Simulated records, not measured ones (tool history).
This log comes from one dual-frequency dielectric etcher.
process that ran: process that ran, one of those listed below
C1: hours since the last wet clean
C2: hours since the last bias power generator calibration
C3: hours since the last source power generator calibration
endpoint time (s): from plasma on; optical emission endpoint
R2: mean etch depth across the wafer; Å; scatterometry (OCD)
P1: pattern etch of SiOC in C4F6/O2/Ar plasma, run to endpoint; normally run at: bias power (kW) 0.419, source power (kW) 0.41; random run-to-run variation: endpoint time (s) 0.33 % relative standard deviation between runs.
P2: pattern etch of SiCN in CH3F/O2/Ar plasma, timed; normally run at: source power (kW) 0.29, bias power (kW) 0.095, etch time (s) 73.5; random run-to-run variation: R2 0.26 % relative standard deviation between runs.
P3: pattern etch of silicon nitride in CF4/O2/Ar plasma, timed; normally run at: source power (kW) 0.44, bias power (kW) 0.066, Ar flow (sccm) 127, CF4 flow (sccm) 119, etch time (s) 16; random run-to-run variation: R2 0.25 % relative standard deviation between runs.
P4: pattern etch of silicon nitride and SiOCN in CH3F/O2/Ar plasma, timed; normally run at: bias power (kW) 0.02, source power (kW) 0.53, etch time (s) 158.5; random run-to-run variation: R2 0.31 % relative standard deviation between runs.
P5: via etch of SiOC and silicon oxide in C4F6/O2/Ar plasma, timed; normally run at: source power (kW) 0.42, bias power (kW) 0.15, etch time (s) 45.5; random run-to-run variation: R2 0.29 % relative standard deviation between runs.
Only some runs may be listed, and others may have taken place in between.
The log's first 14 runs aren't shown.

{"run": 15, "day": 6.633, "process that ran": "P1", "bias power (kW)": 0.419, "source power (kW)": 0.58, "C1": 465.6, "C2": 2017.2, "C3": 925.7, "endpoint time (s)": 14.545}
{"run": 16, "day": 7.05, "process that ran": "P5", "bias power (kW)": 0.15, "source power (kW)": 0.42, "etch time (s)": 26, "C1": 475.6, "C2": 2027.2, "C3": 935.7, "R2": 277.23}
{"run": 17, "day": 7.488, "process that ran": "P3", "bias power (kW)": 0.066, "source power (kW)": 0.44, "etch time (s)": 16, "Ar flow (sccm)": 127, "CF4 flow (sccm)": 69, "C1": 486.1, "C2": 2037.7, "C3": 946.2, "R2": 283.42}
{"run": 18, "day": 7.758, "process that ran": "P4", "bias power (kW)": 0.012, "source power (kW)": 0.53, "etch time (s)": 158.5, "C1": 492.6, "C2": 2044.2, "C3": 952.7, "R2": 182.86}
{"run": 19, "day": 8.079, "process that ran": "P2", "bias power (kW)": 0.066, "source power (kW)": 0.29, "etch time (s)": 73.5, "C1": 500.3, "C2": 2051.9, "C3": 960.4, "R2": 240.06}
{"run": 20, "day": 8.483, "process that ran": "P4", "bias power (kW)": 0.02, "source power (kW)": 0.53, "etch time (s)": 119.5, "C1": 510, "C2": 2061.6, "C3": 970.1, "R2": 168.64}
{"run": 21, "day": 8.867, "process that ran": "P4", "bias power (kW)": 0.02, "source power (kW)": 0.53, "etch time (s)": 158.5, "C1": 519.2, "C2": 2070.8, "C3": 979.3, "R2": 224.18}
{"day": 9.3, "done": "wet clean of the chamber"}
{"run": 22, "day": 9.3, "process that ran": "P5", "bias power (kW)": 0.15, "source power (kW)": 0.42, "etch time (s)": 45.5, "C1": 0, "C2": 2081.2, "C3": 989.7, "R2": 484.82}
{"run": 23, "day": 9.729, "process that ran": "P2", "bias power (kW)": 0.095, "source power (kW)": 0.35, "etch time (s)": 73.5, "C1": 10.3, "C2": 2091.5, "C3": 1000, "R2": 293.89}
{"run": 24, "day": 10.292, "process that ran": "P3", "bias power (kW)": 0.066, "source power (kW)": 0.44, "etch time (s)": 9, "Ar flow (sccm)": 127, "CF4 flow (sccm)": 119, "C1": 23.8, "C2": 2105, "C3": 1013.5, "R2": 170.77}
{"run": 25, "day": 10.7, "process that ran": "P3", "bias power (kW)": 0.066, "source power (kW)": 0.44, "etch time (s)": 16, "Ar flow (sccm)": 127, "CF4 flow (sccm)": 119, "C1": 33.6, "C2": 2114.8, "C3": 1023.3, "R2": 302.76}
{"run": 26, "day": 11.046, "process that ran": "P3", "bias power (kW)": 0.066, "source power (kW)": 0.44, "etch time (s)": 16, "Ar flow (sccm)": 80, "CF4 flow (sccm)": 119, "C1": 41.9, "C2": 2123.1, "C3": 1031.6, "R2": 316.63}
{"run": 27, "day": 11.538, "process that ran": "P1", "bias power (kW)": 0.318, "source power (kW)": 0.41, "C1": 53.7, "C2": 2134.9, "C3": 1043.4, "endpoint time (s)": 18.202}
{"day": 11.642, "done": "bias power generator calibrated"}
{"run": 28, "day": 12.008, "process that ran": "P1", "bias power (kW)": 0.419, "source power (kW)": 0.41, "C1": 65, "C2": 8.8, "C3": 1054.7, "endpoint time (s)": 16.546}
{"run": 29, "day": 12.388, "process that ran": "P1", "bias power (kW)": 0.419, "source power (kW)": 0.41, "C1": 74.1, "C2": 17.9, "C3": 1063.8, "endpoint time (s)": 16.572}
{"run": 30, "day": 12.938, "process that ran": "P4", "bias power (kW)": 0.02, "source power (kW)": 0.35, "etch time (s)": 158.5, "C1": 87.3, "C2": 31.1, "C3": 1077, "R2": 194.44}
{"run": 31, "day": 13.283, "process that ran": "P1", "bias power (kW)": 0.419, "source power (kW)": 0.41, "C1": 95.6, "C2": 39.4, "C3": 1085.3, "endpoint time (s)": 16.576}
{"run": 32, "day": 13.567, "process that ran": "P2", "bias power (kW)": 0.095, "source power (kW)": 0.29, "etch time (s)": 51, "C1": 102.4, "C2": 46.2, "C3": 1092.1, "R2": 189.61}

Expected results for the next run?
{"run": 33, "day": 13.929, "process that ran": "P1", "bias power (kW)": 0.419, "source power (kW)": 0.41, "C1": 111.1, "C2": 54.9, "C3": 1100.8, "endpoint time (s)": "?"}

Run 33 gave endpoint time (s) 16.581.
